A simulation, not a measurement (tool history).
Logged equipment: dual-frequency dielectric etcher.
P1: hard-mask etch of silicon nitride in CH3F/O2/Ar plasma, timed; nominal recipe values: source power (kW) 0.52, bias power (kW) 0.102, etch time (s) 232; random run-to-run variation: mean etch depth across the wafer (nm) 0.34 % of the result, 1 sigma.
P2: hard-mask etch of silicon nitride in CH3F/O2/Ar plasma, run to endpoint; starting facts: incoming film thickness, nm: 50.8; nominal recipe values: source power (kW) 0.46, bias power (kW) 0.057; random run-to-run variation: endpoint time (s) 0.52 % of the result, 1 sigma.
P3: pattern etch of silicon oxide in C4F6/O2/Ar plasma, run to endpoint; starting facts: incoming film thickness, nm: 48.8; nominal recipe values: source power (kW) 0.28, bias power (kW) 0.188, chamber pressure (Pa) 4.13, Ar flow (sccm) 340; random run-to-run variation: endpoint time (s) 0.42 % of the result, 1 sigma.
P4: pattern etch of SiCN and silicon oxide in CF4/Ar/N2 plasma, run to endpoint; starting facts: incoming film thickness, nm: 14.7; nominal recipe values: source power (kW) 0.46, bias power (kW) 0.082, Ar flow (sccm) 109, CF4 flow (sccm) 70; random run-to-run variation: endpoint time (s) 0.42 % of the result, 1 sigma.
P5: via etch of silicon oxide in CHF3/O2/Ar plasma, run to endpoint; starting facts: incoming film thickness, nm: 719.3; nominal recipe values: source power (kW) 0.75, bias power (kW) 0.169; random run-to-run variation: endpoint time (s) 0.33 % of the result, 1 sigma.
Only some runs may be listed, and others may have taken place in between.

run   hour  process that ran  source power (kW)  bias power (kW)  etch time (s)  Ar flow (sccm)  CF4 flow (sccm)  chamber pressure (Pa)  hours since the last wet clean  hours since the last source power generator calibration  hours since the last bias power generator calibration  mean etch depth across the wafer (nm)  endpoint time (s)
  1    8.6                P1               0.52            0.102            232                                                                                   211.3                                                      541                                                 2196.3                                 203.67
  2   18.8                P1               0.52            0.068            232                                                                                   221.5                                                    551.2                                                 2206.5                                 177.38
  3   36.6                P4               0.46            0.082                            109               70                                                  239.3                                                      569                                                 2224.3                                                    16.035
  4   55.3                P2               0.46            0.057                                                                                                    258                                                    587.7                                                   2243                                                    76.246
  5   72.9                P2               0.33            0.057                                                                                                  275.6                                                    605.3                                                 2260.6                                                    86.632
  6   85.2                P3               0.34            0.188                            340                                    4.13                           287.9                                                    617.6                                                 2272.9                                                    16.185
  7   95.5                P1               0.52            0.143            232                                                                                   298.2                                                    627.9                                                 2283.2                                 231.65
  8  103.8                P2               0.46            0.036                                                                                                  306.5                                                    636.2                                                 2291.5                                                    87.434
  9  118.2                P3               0.28            0.188                            340                                       5                           320.9                                                    650.6                                                 2305.9                                                    17.969
 10  126.4                P1               0.52            0.102            232                                                                                   329.1                                                    658.8                                                 2314.1                                 204.38
 11  135.7                P3               0.28            0.152                            340                                    4.13                           338.4                                                    668.1                                                 2323.4                                                     18.72
 12  148.2                P5               0.75            0.217                                                                                                  350.9                                                    680.6                                                 2335.9                                                    315.03
       153  -- bias power generator calibrated
 13  165.8                P1               0.52            0.102            232                                                                                   368.5                                                    698.2                                                   12.9                                 203.07
 14  176.6                P4               0.28            0.082                            109               70                                                  379.3                                                      709                                                   23.7                                                    24.868
 15  194.8                P1               0.52            0.102            232                                                                                   397.5                                                    727.2                                                   41.9                                 203.27
 16  206.6                P3               0.28            0.188                            340                                    4.13                           409.3                                                      739                                                   53.7                                                    17.594
 17    223                P5               1.05            0.169                                                                                                  425.7                                                    755.4                                                   70.1                                                     302.3
 18  234.6                P5               0.75            0.169                                                                                                  437.3                                                      767                                                   81.7                                                    343.97
 19  246.8                P4               0.46            0.097                            109               70                                                  449.5                                                    779.2                                                   93.9                                                    15.062
 20  261.6                P4               0.46            0.082                            154               70                                                  464.3                                                      794                                                  108.7                                                    17.057
 21  269.9                P1               0.52            0.142          329.5                                                                                   472.6                                                    802.3                                                    117                                 328.68
 22  281.1                P4               0.46            0.082                            109               90                                                  483.8                                                    813.5                                                  128.2                                                    15.398
 23  290.1                P1               0.31            0.102            232                                                                                   492.8                                                    822.5                                                  137.2                                 167.61
 24  306.8                P1               0.52            0.102          336.5                                                                                   509.5                                                    839.2                                                  153.9                                  295.4
 25  315.8                P5               0.75            0.169                                                                                                  518.5                                                    848.2                                                  162.9                                                    345.36
 26  330.2                P1               0.52            0.102            232                                                                                   532.9                                                    862.6                                                  177.3                                 203.32
 27  348.5                P1               0.72            0.102            232                                                                                   551.2                                                    880.9                                                  195.6                                 230.05
 28  362.7                P1               0.52            0.102          157.5                                                                                   565.4                                                    895.1                                                  209.8                                 138.36
 29  372.7                P2               0.46            0.057                                                                                                  575.4                                                    905.1                                                  219.8                                                    76.125
 30    389                P3               0.28            0.188                            210                                    4.13                           591.7                                                    921.4                                                  236.1                                                    16.548
 31  398.5                P3               0.28            0.188                            340                                    4.13                           601.2                                                    930.9                                                  245.6                                                     17.47
 32    417                P1               0.42            0.074            232                                                                                   619.7                                                    949.4                                                  264.1                                 167.95
 33    430                P1               0.52            0.102            232                                                                                   632.7                                                    962.4                                                  277.1                                 203.95
 34  448.2                P1               0.52            0.102            232                                                                                   650.9                                                    980.6                                                  295.3                                 205.55
 35  463.2                P1               0.52            0.102            232                                                                                   665.9                                                    995.6                                                  310.3                                 204.75
 36    473                P1               0.52            0.102            232                                                                                   675.7                                                   1005.4                                                  320.1                                 206.97
 37  486.4                P1               0.52            0.102            232                                                                                   689.1                                                   1018.8                                                  333.5                                 206.93
     502.6  -- wet clean of the chamber
 38  502.9                P1               0.52            0.102            232                                                                                     0.3                                                   1035.3                                                    350                                 206.86
 39  519.1                P1               0.52            0.102            232                                                                                    16.5                                                   1051.5                                                  366.2                                 208.24
 40  535.3                P1               0.52            0.102            232                                                                                    32.7                                                   1067.7                                                  382.4                                 207.06

P1 has crept away from where it was. The log is fitted equally well by each of these 2 causes, at the sizes shown:
A: source power that arrives over what is set, % = 4.64
B: bias power that arrives over what is set, % = 4.77
The creep began at about hour 430.
The rest of the possible causes, and what rules out each one:
chamber walls in a state that raises the etch rate, %: serviced at hour 502.6, which brought nothing back

Which of the check runs below tells the causes apart, meaning the causes would give it clearly different results? Each run uses 2 wafers whose results are averaged, and each result is shown as a question mark.
check 1  551.5                P5               0.86            0.203                                                                                                                                                                                                                                                                                ?
check 2  551.5                P4               0.34            0.082                            109               70                                                                                                                                                                                                                                ?
check 3  551.5                P3               0.28            0.188                            222                                    4.13                                                                                                                                                                                                         ?
check 4  551.5                P2               0.39            0.045                                                                                                                                                                                                                                                                                ?

What every check run would give for each of its results, assuming each possible cause in turn:
  check             result    if A    if B
check 1  endpoint time (s)  302.05  302.55
check 2  endpoint time (s)  20.118  20.586
check 3  endpoint time (s)  16.384   16.42
check 4  endpoint time (s)  85.602  85.903
Per check, the gap between the least separated pair of causes, taken in the result that splits them most: check 1 0.16 %; check 2 2.3 %; check 3 0.22 %; check 4 0.35 %
Check 2 tells the causes apart: in the others they would give nearly the same result.

Check 2 has now been run. It gave: endpoint time (s) 20.571. Which of the candidate causes is it?

Of the candidate causes, it is B: bias power that arrives over what is set, %.
